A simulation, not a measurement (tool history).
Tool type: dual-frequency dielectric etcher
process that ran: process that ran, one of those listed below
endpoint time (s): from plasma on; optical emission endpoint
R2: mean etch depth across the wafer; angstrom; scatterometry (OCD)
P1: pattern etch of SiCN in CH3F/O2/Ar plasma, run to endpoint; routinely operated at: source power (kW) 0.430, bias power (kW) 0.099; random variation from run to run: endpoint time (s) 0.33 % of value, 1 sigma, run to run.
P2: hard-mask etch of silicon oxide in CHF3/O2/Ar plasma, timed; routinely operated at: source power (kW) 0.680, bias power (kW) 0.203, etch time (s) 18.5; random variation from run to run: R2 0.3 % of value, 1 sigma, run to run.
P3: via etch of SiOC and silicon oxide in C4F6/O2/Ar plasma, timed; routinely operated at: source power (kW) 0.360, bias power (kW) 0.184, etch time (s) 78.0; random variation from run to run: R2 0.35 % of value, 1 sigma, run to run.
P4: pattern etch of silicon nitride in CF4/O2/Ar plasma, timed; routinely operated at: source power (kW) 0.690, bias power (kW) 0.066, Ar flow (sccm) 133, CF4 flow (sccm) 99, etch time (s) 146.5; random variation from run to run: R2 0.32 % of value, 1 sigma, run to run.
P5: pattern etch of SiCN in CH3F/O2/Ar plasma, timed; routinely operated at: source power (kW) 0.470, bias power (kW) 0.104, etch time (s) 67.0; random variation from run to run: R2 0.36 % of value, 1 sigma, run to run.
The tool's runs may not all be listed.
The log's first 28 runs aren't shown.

run 29 hour=254.1 | process_that_ran=P1 source_power_(kW)=0.430 bias_power_(kW)=0.099 | endpoint_time_(s)=16.924
run 30 hour=265.7 | process_that_ran=P5 source_power_(kW)=0.470 bias_power_(kW)=0.104 etch_time_(s)=67.0 | R2=295.98
run 31 hour=271.6 | process_that_ran=P1 source_power_(kW)=0.430 bias_power_(kW)=0.099 | endpoint_time_(s)=16.879
run 32 hour=276.8 | process_that_ran=P5 source_power_(kW)=0.470 bias_power_(kW)=0.069 etch_time_(s)=67.0 | R2=258.13
run 33 hour=285.1 | process_that_ran=P1 source_power_(kW)=0.430 bias_power_(kW)=0.133 | endpoint_time_(s)=15.184
run 34 hour=292.8 | process_that_ran=P5 source_power_(kW)=0.300 bias_power_(kW)=0.104 etch_time_(s)=67.0 | R2=255.24
run 35 hour=302.0 | process_that_ran=P1 source_power_(kW)=0.430 bias_power_(kW)=0.099 | endpoint_time_(s)=16.872
run 36 hour=309.9 | process_that_ran=P1 source_power_(kW)=0.430 bias_power_(kW)=0.099 | endpoint_time_(s)=16.957
run 37 hour=321.6 | process_that_ran=P1 source_power_(kW)=0.430 bias_power_(kW)=0.099 | endpoint_time_(s)=17.052
run 38 hour=327.7 | process_that_ran=P1 source_power_(kW)=0.430 bias_power_(kW)=0.099 | endpoint_time_(s)=17.123

Estimate the outcome of run 39 from the log above:
-- hour=335.6 wet clean of the chamber
run 39 hour=339.6 | process_that_ran=P1 source_power_(kW)=0.430 bias_power_(kW)=0.099 | endpoint_time_(s)=?

endpoint time (s): 17.085
